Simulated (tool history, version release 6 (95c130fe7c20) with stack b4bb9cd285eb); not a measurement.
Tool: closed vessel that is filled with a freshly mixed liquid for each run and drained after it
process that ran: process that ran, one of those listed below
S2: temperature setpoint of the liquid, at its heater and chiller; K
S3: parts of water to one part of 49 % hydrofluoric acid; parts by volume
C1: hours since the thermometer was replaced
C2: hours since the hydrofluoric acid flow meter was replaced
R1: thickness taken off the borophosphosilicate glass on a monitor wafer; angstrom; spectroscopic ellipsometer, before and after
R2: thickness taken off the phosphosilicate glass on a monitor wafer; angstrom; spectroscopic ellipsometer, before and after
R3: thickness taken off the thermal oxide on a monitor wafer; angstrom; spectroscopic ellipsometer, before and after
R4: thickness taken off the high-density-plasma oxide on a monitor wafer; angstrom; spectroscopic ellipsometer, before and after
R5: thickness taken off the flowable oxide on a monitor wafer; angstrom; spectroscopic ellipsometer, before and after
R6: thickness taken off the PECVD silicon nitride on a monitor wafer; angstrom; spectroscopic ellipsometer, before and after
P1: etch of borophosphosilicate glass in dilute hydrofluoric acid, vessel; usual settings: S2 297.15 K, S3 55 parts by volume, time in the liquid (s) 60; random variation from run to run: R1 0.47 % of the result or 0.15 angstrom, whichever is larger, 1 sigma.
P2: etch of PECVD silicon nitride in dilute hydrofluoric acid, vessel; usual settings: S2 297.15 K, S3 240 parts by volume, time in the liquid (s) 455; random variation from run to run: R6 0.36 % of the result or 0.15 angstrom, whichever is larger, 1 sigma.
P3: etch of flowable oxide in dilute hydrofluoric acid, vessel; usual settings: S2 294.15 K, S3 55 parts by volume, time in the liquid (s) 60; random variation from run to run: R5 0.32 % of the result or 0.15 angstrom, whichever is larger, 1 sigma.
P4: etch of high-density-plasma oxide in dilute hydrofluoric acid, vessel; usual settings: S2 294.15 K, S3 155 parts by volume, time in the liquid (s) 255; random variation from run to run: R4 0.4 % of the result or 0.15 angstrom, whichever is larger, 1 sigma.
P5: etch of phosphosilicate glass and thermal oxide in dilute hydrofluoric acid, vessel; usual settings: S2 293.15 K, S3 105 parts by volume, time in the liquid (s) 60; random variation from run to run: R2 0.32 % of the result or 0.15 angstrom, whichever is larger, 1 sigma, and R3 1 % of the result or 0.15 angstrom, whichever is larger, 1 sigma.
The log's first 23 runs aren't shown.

run 24 hour=315.5 | process_that_ran=P1 S2=304.15 S3=55 time_in_the_liquid_(s)=60 | C1=861.3 C2=104.4 | R1=554.49
run 25 hour=324.8 | process_that_ran=P2 S2=290.65 S3=240 time_in_the_liquid_(s)=455 | C1=870.6 C2=113.7 | R6=42.439
run 26 hour=337.9 | process_that_ran=P1 S2=297.15 S3=55 time_in_the_liquid_(s)=100 | C1=883.7 C2=126.8 | R1=702.31
-- hour=339.2 thermometer replaced
run 27 hour=351.8 | process_that_ran=P1 S2=297.15 S3=80 time_in_the_liquid_(s)=30 | C1=12.6 C2=140.7 | R1=140.79
run 28 hour=360.1 | process_that_ran=P1 S2=292.65 S3=55 time_in_the_liquid_(s)=30 | C1=20.9 C2=149 | R1=177.11
run 29 hour=375.9 | process_that_ran=P4 S2=294.15 S3=155 time_in_the_liquid_(s)=80 | C1=36.7 C2=164.8 | R4=25.526
run 30 hour=390.8 | process_that_ran=P1 S2=297.15 S3=55 time_in_the_liquid_(s)=60 | C1=51.6 C2=179.7 | R1=421.46
run 31 hour=401.9 | process_that_ran=P1 S2=297.15 S3=55 time_in_the_liquid_(s)=60 | C1=62.7 C2=190.8 | R1=424.61
run 32 hour=418.2 | process_that_ran=P1 S2=297.15 S3=55 time_in_the_liquid_(s)=60 | C1=79 C2=207.1 | R1=431.21
run 33 hour=428.8 | process_that_ran=P1 S2=297.15 S3=55 time_in_the_liquid_(s)=60 | C1=89.6 C2=217.7 | R1=435.59
run 34 hour=445.7 | process_that_ran=P1 S2=297.15 S3=55 time_in_the_liquid_(s)=60 | C1=106.5 C2=234.6 | R1=438.73

The next listed run, before its measurement:
run 35 hour=462.8 | process_that_ran=P1 S2=297.15 S3=55 time_in_the_liquid_(s)=60 | C1=123.6 C2=251.7 | R1=?

{"run 35": {"R1": 445.34}}
